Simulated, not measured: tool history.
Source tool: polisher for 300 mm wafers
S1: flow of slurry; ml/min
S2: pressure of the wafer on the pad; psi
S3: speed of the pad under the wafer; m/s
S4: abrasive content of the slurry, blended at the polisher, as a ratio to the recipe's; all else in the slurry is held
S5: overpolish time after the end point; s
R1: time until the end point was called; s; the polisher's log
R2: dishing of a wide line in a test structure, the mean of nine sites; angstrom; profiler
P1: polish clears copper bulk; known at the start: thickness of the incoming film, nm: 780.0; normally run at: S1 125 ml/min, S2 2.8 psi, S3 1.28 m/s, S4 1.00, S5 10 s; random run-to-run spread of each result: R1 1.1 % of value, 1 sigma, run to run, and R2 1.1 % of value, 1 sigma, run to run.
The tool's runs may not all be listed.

run,hour,S1,S2,S3,S4,S5,R1,R2
1,10.9,125,2.8,1.28,1.00,10,60.784,698.55
# hour 16.0: head pressure recalibrated
2,18.4,125,2.8,1.28,0.55,10,67.376,666.73
3,27.9,125,2.8,1.28,1.00,20,60.174,1025.90
4,33.8,125,1.6,1.28,1.00,10,103.800,444.04
5,44.8,125,3.5,1.28,1.00,10,48.435,866.47
6,53.6,125,2.8,1.98,1.00,10,39.094,919.50
7,60.7,125,2.8,1.28,1.00,10,60.440,712.18
8,71.8,125,2.8,0.58,1.00,10,132.500,381.52
9,77.8,165,2.8,1.28,1.00,10,56.909,727.81
10,87.4,75,2.8,1.28,1.00,10,69.489,653.21
11,97.9,125,2.8,1.28,1.00,10,59.246,722.47
12,109.1,125,2.8,1.28,0.70,3,64.527,256.35
13,118.2,125,2.8,1.28,1.00,3,59.255,276.04
14,129.8,125,2.8,1.28,1.50,10,55.665,751.01
15,140.2,125,2.8,1.28,1.00,10,60.666,720.15
16,146.6,125,2.8,1.28,1.00,10,59.030,714.96
17,158.2,125,2.8,1.28,1.00,10,64.318,681.17
18,169.2,125,2.8,1.28,1.00,10,63.649,673.87
19,179.5,125,2.8,1.28,1.00,10,66.430,667.58
# hour 184.1: slurry blender recalibrated
20,187.7,125,2.8,1.28,1.00,10,65.709,665.98
# hour 188.9: head pressure recalibrated
21,196.1,125,2.8,1.28,1.00,10,66.828,654.71
22,205.3,125,2.8,1.28,1.00,10,66.289,662.18

Run 23 has not been measured yet. What should we expect?
23,212.0,125,2.8,1.28,1.00,10,?,?

Run 23 gave R1 67.354 s, R2 655.14 angstrom.
